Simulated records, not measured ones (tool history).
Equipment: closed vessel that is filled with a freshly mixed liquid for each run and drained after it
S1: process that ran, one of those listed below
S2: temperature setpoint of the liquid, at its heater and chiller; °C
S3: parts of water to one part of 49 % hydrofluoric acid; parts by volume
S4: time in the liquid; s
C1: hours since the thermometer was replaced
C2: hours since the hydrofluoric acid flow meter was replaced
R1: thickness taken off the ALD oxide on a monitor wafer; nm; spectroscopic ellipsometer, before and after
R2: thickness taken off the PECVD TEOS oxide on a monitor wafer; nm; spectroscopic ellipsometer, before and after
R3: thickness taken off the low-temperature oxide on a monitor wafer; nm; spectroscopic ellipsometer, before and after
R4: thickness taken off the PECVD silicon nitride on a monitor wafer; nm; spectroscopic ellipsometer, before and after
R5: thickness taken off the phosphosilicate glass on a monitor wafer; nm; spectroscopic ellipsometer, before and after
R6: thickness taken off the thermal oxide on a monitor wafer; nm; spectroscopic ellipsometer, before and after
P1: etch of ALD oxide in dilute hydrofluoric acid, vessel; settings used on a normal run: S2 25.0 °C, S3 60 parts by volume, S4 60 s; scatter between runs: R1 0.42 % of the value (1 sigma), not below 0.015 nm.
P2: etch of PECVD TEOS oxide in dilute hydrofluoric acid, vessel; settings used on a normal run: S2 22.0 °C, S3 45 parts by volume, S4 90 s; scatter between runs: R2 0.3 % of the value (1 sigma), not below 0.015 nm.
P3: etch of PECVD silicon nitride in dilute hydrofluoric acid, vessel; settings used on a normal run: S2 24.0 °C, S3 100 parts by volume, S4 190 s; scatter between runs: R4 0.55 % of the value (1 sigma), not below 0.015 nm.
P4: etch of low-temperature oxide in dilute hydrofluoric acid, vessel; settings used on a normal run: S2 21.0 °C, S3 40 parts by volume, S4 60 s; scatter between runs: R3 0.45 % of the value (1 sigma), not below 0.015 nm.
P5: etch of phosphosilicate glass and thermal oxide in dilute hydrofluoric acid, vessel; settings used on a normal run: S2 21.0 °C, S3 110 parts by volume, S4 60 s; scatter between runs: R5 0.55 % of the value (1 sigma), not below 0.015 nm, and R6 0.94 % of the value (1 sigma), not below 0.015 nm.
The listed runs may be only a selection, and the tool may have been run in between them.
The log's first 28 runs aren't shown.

run	hour	S1	S2	S3	S4	C1	C2	R1	R2	R3	R4	R5	R6
29	382.6	P1	19.0	60	60	1702.2	754.9	8.1756					
30	400.2	P1	25.0	95	105	1719.8	772.5	11.0370					
31	418.1	P1	25.0	60	60	1737.7	790.4	10.5080					
32	433.9	P1	25.0	60	60	1753.5	806.2	10.9120					
33	444.8	P1	25.0	60	60	1764.4	817.1	11.1070					
34	457.1	P1	25.0	60	60	1776.7	829.4	11.2960					
35	465.5	P1	25.0	60	60	1785.1	837.8	11.2720					
36	479.5	P1	25.0	60	60	1799.1	851.8	11.3220					

Estimate the outcome of run 37 from the log above:
37	495.2	P1	25.0	60	60	1814.8	867.5	?					

R1: 11.4170 nm
